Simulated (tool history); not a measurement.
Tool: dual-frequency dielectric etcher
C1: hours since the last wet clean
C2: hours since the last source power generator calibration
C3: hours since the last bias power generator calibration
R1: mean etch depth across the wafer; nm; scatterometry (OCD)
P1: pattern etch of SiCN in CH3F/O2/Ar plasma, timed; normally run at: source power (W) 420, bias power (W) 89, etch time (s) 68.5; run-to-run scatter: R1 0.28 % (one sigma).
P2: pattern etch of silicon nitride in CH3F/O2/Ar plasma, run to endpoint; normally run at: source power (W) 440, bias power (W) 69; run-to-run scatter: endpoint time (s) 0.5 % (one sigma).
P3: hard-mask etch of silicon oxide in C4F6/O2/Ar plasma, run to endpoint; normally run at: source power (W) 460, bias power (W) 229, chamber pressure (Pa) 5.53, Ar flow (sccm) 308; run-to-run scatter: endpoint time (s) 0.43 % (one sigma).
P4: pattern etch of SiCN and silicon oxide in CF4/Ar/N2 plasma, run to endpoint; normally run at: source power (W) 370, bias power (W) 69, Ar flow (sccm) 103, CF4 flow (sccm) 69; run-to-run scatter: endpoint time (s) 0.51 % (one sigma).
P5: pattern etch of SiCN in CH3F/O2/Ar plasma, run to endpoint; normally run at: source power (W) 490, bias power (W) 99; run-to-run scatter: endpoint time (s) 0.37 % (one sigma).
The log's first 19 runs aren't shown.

{"run": 20, "hour": 86.9, "process that ran": "P4", "source power (W)": 370, "bias power (W)": 42, "Ar flow (sccm)": 103, "CF4 flow (sccm)": 69, "C1": 47.0, "C2": 1671.7, "C3": 885.3, "endpoint time (s)": 21.683}
{"run": 21, "hour": 91.2, "process that ran": "P5", "source power (W)": 490, "bias power (W)": 99, "C1": 51.3, "C2": 1676.0, "C3": 889.6, "endpoint time (s)": 17.613}
{"run": 22, "hour": 94.4, "process that ran": "P4", "source power (W)": 370, "bias power (W)": 69, "Ar flow (sccm)": 103, "CF4 flow (sccm)": 69, "C1": 54.5, "C2": 1679.2, "C3": 892.8, "endpoint time (s)": 18.57}
{"run": 23, "hour": 100.2, "process that ran": "P2", "source power (W)": 290, "bias power (W)": 69, "C1": 60.3, "C2": 1685.0, "C3": 898.6, "endpoint time (s)": 50.2}
{"run": 24, "hour": 105.2, "process that ran": "P4", "source power (W)": 370, "bias power (W)": 69, "Ar flow (sccm)": 103, "CF4 flow (sccm)": 69, "C1": 65.3, "C2": 1690.0, "C3": 903.6, "endpoint time (s)": 18.415}
{"run": 25, "hour": 110.5, "process that ran": "P5", "source power (W)": 300, "bias power (W)": 99, "C1": 70.6, "C2": 1695.3, "C3": 908.9, "endpoint time (s)": 21.185}
{"run": 26, "hour": 114.3, "process that ran": "P1", "source power (W)": 420, "bias power (W)": 89, "etch time (s)": 47.0, "C1": 74.4, "C2": 1699.1, "C3": 912.7, "R1": 19.951}
{"run": 27, "hour": 120.2, "process that ran": "P3", "source power (W)": 460, "bias power (W)": 229, "chamber pressure (Pa)": 6.87, "Ar flow (sccm)": 308, "C1": 80.3, "C2": 1705.0, "C3": 918.6, "endpoint time (s)": 88.091}

Forecast run 28:
{"run": 28, "hour": 123.5, "process that ran": "P3", "source power (W)": 460, "bias power (W)": 229, "chamber pressure (Pa)": 5.53, "Ar flow (sccm)": 308, "C1": 83.6, "C2": 1708.3, "C3": 921.9, "endpoint time (s)": "?"}

endpoint time (s): 86.381
